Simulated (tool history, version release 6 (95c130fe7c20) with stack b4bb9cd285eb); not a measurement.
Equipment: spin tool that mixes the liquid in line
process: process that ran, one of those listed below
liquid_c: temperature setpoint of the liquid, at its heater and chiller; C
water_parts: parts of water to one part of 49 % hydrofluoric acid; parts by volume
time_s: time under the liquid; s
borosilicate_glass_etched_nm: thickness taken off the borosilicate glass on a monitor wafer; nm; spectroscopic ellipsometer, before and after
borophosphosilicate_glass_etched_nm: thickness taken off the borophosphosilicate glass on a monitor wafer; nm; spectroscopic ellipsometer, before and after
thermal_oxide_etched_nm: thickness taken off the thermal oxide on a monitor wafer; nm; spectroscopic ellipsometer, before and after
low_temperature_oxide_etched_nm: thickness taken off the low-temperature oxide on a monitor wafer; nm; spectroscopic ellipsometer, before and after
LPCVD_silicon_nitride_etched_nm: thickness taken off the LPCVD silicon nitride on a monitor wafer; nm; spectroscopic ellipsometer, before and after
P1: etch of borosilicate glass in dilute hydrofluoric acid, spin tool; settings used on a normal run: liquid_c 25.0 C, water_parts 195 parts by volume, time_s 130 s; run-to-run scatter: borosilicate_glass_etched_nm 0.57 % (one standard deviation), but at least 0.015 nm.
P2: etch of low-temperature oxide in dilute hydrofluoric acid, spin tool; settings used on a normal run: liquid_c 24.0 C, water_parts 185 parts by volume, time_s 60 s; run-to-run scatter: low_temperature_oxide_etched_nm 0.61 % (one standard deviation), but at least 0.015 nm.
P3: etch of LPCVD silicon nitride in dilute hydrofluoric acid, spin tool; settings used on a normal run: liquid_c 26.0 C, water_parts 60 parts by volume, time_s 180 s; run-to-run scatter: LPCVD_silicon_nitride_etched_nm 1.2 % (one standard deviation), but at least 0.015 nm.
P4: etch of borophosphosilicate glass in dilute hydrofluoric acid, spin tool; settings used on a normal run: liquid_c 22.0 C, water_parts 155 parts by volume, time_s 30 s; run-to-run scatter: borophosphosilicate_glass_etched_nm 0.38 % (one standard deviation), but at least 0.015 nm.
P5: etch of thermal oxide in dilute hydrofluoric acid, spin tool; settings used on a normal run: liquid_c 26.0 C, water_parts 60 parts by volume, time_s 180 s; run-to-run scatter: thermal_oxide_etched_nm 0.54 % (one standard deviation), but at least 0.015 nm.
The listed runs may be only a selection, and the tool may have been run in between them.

run,hour,process,liquid_c,water_parts,time_s,hours since the thermometer was replaced,hours since the hydrofluoric acid flow meter was replaced,borosilicate_glass_etched_nm,borophosphosilicate_glass_etched_nm,thermal_oxide_etched_nm,low_temperature_oxide_etched_nm,LPCVD_silicon_nitride_etched_nm
1,8.7,P1,25.0,195,130,277.1,321.8,20.6880,,,,
2,15.7,P4,22.0,155,55,284.1,328.8,,15.9150,,,
3,20.4,P5,26.0,60,35,288.8,333.5,,,3.0368,,
4,29.7,P1,18.5,195,130,298.1,342.8,15.9480,,,,
5,35.9,P2,17.5,185,60,304.3,349.0,,,,3.8490,
6,42.0,P4,17.0,155,30,310.4,355.1,,7.1105,,,
7,46.5,P1,25.0,345,130,314.9,359.6,9.8776,,,,
8,51.9,P2,24.0,185,60,320.3,365.0,,,,4.9477,
9,60.4,P5,17.5,60,180,328.8,373.5,,,11.2540,,
10,65.5,P4,22.0,240,30,333.9,378.6,,5.1083,,,
11,71.7,P2,24.0,185,60,340.1,384.8,,,,4.9456,
12,79.6,P1,25.0,40,130,348.0,392.7,121.3300,,,,
13,88.8,P1,25.0,195,70,357.2,401.9,11.1470,,,,
14,94.1,P3,26.0,95,180,362.5,407.2,,,,,1.2001
15,98.6,P1,25.0,195,130,367.0,411.7,20.4310,,,,
16,105.1,P5,26.0,100,180,373.5,418.2,,,8.9574,,
17,113.4,P1,25.0,195,130,381.8,426.5,20.5040,,,,
18,118.7,P3,22.0,60,180,387.1,431.8,,,,,1.4062
19,124.8,P1,25.0,110,20,393.2,437.9,6.1687,,,,
20,131.0,P3,26.0,60,180,399.4,444.1,,,,,1.8331
21,138.4,P5,26.0,60,180,406.8,451.5,,,15.7670,,
22,145.6,P1,30.0,195,130,414.0,458.7,24.4890,,,,
23,151.7,P2,24.0,185,90,420.1,464.8,,,,7.4072,
24,157.8,P5,26.0,60,180,426.2,470.9,,,15.7130,,
25,167.2,P1,25.0,195,130,435.6,480.3,20.4350,,,,
26,175.2,P1,25.0,195,235,443.6,488.3,36.8740,,,,
27,184.4,P3,26.0,60,350,452.8,497.5,,,,,3.5607
28,191.3,P1,25.0,130,255,459.7,504.4,64.7440,,,,
29,195.6,P1,25.0,195,130,464.0,508.7,20.3430,,,,
30,203.3,P4,22.0,155,30,471.7,516.4,,8.6902,,,
31,209.0,P2,24.0,330,60,477.4,522.1,,,,2.3960,
32,215.5,P1,25.0,195,130,483.9,528.6,20.3920,,,,
33,224.8,P1,25.0,195,130,493.2,537.9,19.7320,,,,
34,232.2,P1,25.0,195,130,500.6,545.3,19.3160,,,,
35,240.4,P1,25.0,195,130,508.8,553.5,19.1550,,,,
36,249.1,P1,25.0,195,130,517.5,562.2,18.9900,,,,

Run 37 is up next; what results do you expect?
37,253.5,P1,25.0,195,130,521.9,566.6,?,,,,

{"run 37": {"borosilicate_glass_etched_nm": 19.007}}
